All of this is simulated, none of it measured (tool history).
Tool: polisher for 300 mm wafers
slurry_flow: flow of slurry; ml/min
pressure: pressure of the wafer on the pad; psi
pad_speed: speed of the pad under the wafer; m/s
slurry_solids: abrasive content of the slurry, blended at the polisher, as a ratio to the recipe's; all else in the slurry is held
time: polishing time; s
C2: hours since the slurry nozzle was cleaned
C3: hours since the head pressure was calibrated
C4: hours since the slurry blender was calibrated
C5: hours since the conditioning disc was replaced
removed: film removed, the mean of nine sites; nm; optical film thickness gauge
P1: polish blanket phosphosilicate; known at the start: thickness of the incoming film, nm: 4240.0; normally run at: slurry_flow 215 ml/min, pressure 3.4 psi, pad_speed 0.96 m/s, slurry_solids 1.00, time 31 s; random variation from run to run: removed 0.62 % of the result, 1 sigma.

run 1 hour=14.0 | slurry_flow=215 pressure=3.4 pad_speed=0.96 slurry_solids=1.00 time=31 | wafers_polished_on_this_pad=1203 C2=157.7 C3=171.2 C4=65.1 C5=90.6 | removed=314.68
run 2 hour=28.7 | slurry_flow=215 pressure=3.4 pad_speed=0.96 slurry_solids=1.00 time=31 | wafers_polished_on_this_pad=1395 C2=172.4 C3=185.9 C4=79.8 C5=105.3 | removed=312.87
run 3 hour=44.8 | slurry_flow=215 pressure=2.3 pad_speed=0.96 slurry_solids=1.00 time=31 | wafers_polished_on_this_pad=1605 C2=188.5 C3=202.0 C4=95.9 C5=121.4 | removed=213.82
run 4 hour=55.5 | slurry_flow=215 pressure=3.4 pad_speed=0.96 slurry_solids=1.00 time=14 | wafers_polished_on_this_pad=1745 C2=199.2 C3=212.7 C4=106.6 C5=132.1 | removed=142.85
run 5 hour=65.9 | slurry_flow=130 pressure=3.4 pad_speed=0.96 slurry_solids=1.00 time=31 | wafers_polished_on_this_pad=1881 C2=209.6 C3=223.1 C4=117.0 C5=142.5 | removed=291.03
run 6 hour=78.6 | slurry_flow=215 pressure=3.4 pad_speed=0.96 slurry_solids=1.00 time=31 | wafers_polished_on_this_pad=2047 C2=222.3 C3=235.8 C4=129.7 C5=155.2 | removed=312.70
run 7 hour=94.1 | slurry_flow=215 pressure=3.4 pad_speed=0.96 slurry_solids=0.55 time=31 | wafers_polished_on_this_pad=2250 C2=237.8 C3=251.3 C4=145.2 C5=170.7 | removed=228.14
run 8 hour=102.5 | slurry_flow=215 pressure=3.4 pad_speed=0.96 slurry_solids=1.00 time=31 | wafers_polished_on_this_pad=2360 C2=246.2 C3=259.7 C4=153.6 C5=179.1 | removed=310.62
run 9 hour=115.7 | slurry_flow=215 pressure=3.4 pad_speed=0.96 slurry_solids=1.50 time=31 | wafers_polished_on_this_pad=2532 C2=259.4 C3=272.9 C4=166.8 C5=192.3 | removed=366.28
run 10 hour=123.8 | slurry_flow=215 pressure=3.4 pad_speed=0.96 slurry_solids=1.00 time=49 | wafers_polished_on_this_pad=2638 C2=267.5 C3=281.0 C4=174.9 C5=200.4 | removed=492.32
run 11 hour=137.7 | slurry_flow=130 pressure=3.4 pad_speed=1.30 slurry_solids=1.00 time=31 | wafers_polished_on_this_pad=2820 C2=281.4 C3=294.9 C4=188.8 C5=214.3 | removed=367.53
-- hour=139.9 slurry nozzle cleaned
run 12 hour=148.6 | slurry_flow=325 pressure=3.4 pad_speed=0.96 slurry_solids=1.00 time=31 | wafers_polished_on_this_pad=2962 C2=8.7 C3=305.8 C4=199.7 C5=225.2 | removed=326.79
run 13 hour=157.4 | slurry_flow=215 pressure=3.4 pad_speed=0.96 slurry_solids=1.00 time=31 | wafers_polished_on_this_pad=3077 C2=17.5 C3=314.6 C4=208.5 C5=234.0 | removed=312.08
run 14 hour=175.4 | slurry_flow=215 pressure=3.4 pad_speed=0.96 slurry_solids=1.00 time=31 | wafers_polished_on_this_pad=3313 C2=35.5 C3=332.6 C4=226.5 C5=252.0 | removed=311.00
run 15 hour=187.7 | slurry_flow=135 pressure=3.4 pad_speed=0.60 slurry_solids=1.00 time=31 | wafers_polished_on_this_pad=3473 C2=47.8 C3=344.9 C4=238.8 C5=264.3 | removed=199.77
run 16 hour=196.0 | slurry_flow=215 pressure=3.4 pad_speed=1.42 slurry_solids=1.00 time=31 | wafers_polished_on_this_pad=3582 C2=56.1 C3=353.2 C4=247.1 C5=272.6 | removed=427.20
run 17 hour=208.9 | slurry_flow=215 pressure=5.1 pad_speed=0.96 slurry_solids=1.00 time=31 | wafers_polished_on_this_pad=3750 C2=69.0 C3=366.1 C4=260.0 C5=285.5 | removed=467.32
run 18 hour=221.9 | slurry_flow=215 pressure=3.4 pad_speed=0.64 slurry_solids=1.00 time=31 | wafers_polished_on_this_pad=3920 C2=82.0 C3=379.1 C4=273.0 C5=298.5 | removed=227.12
run 19 hour=236.4 | slurry_flow=215 pressure=3.4 pad_speed=0.96 slurry_solids=1.00 time=31 | wafers_polished_on_this_pad=4110 C2=96.5 C3=393.6 C4=287.5 C5=313.0 | removed=312.30
run 20 hour=250.8 | slurry_flow=215 pressure=4.2 pad_speed=0.96 slurry_solids=1.30 time=31 | wafers_polished_on_this_pad=4298 C2=110.9 C3=408.0 C4=301.9 C5=327.4 | removed=426.50
run 21 hour=259.0 | slurry_flow=215 pressure=3.4 pad_speed=0.96 slurry_solids=1.00 time=31 | wafers_polished_on_this_pad=4405 C2=119.1 C3=416.2 C4=310.1 C5=335.6 | removed=314.13
run 22 hour=269.8 | slurry_flow=215 pressure=3.4 pad_speed=0.96 slurry_solids=1.00 time=31 | wafers_polished_on_this_pad=4547 C2=129.9 C3=427.0 C4=320.9 C5=346.4 | removed=298.65
run 23 hour=283.6 | slurry_flow=215 pressure=3.4 pad_speed=0.96 slurry_solids=1.00 time=31 | wafers_polished_on_this_pad=4727 C2=143.7 C3=440.8 C4=334.7 C5=360.2 | removed=289.56
-- hour=293.1 slurry nozzle cleaned
run 24 hour=299.7 | slurry_flow=215 pressure=3.4 pad_speed=0.96 slurry_solids=1.00 time=31 | wafers_polished_on_this_pad=4937 C2=6.6 C3=456.9 C4=350.8 C5=376.3 | removed=277.69
run 25 hour=315.9 | slurry_flow=215 pressure=3.4 pad_speed=0.96 slurry_solids=1.00 time=31 | wafers_polished_on_this_pad=5149 C2=22.8 C3=473.1 C4=367.0 C5=392.5 | removed=273.82
-- hour=319.0 conditioning disc replaced and pad reconditioned
-- hour=329.3 head pressure recalibrated
run 26 hour=331.2 | slurry_flow=215 pressure=3.4 pad_speed=0.96 slurry_solids=1.00 time=31 | wafers_polished_on_this_pad=5349 C2=38.1 C3=2.0 C4=382.3 C5=12.2 | removed=273.95

Run 27 comes next. What will it give?
run 27 hour=343.2 | slurry_flow=215 pressure=3.4 pad_speed=0.96 slurry_solids=1.00 time=31 | wafers_polished_on_this_pad=5506 C2=50.1 C3=14.0 C4=394.3 C5=24.2 | removed=?

removed: 271.52 nm

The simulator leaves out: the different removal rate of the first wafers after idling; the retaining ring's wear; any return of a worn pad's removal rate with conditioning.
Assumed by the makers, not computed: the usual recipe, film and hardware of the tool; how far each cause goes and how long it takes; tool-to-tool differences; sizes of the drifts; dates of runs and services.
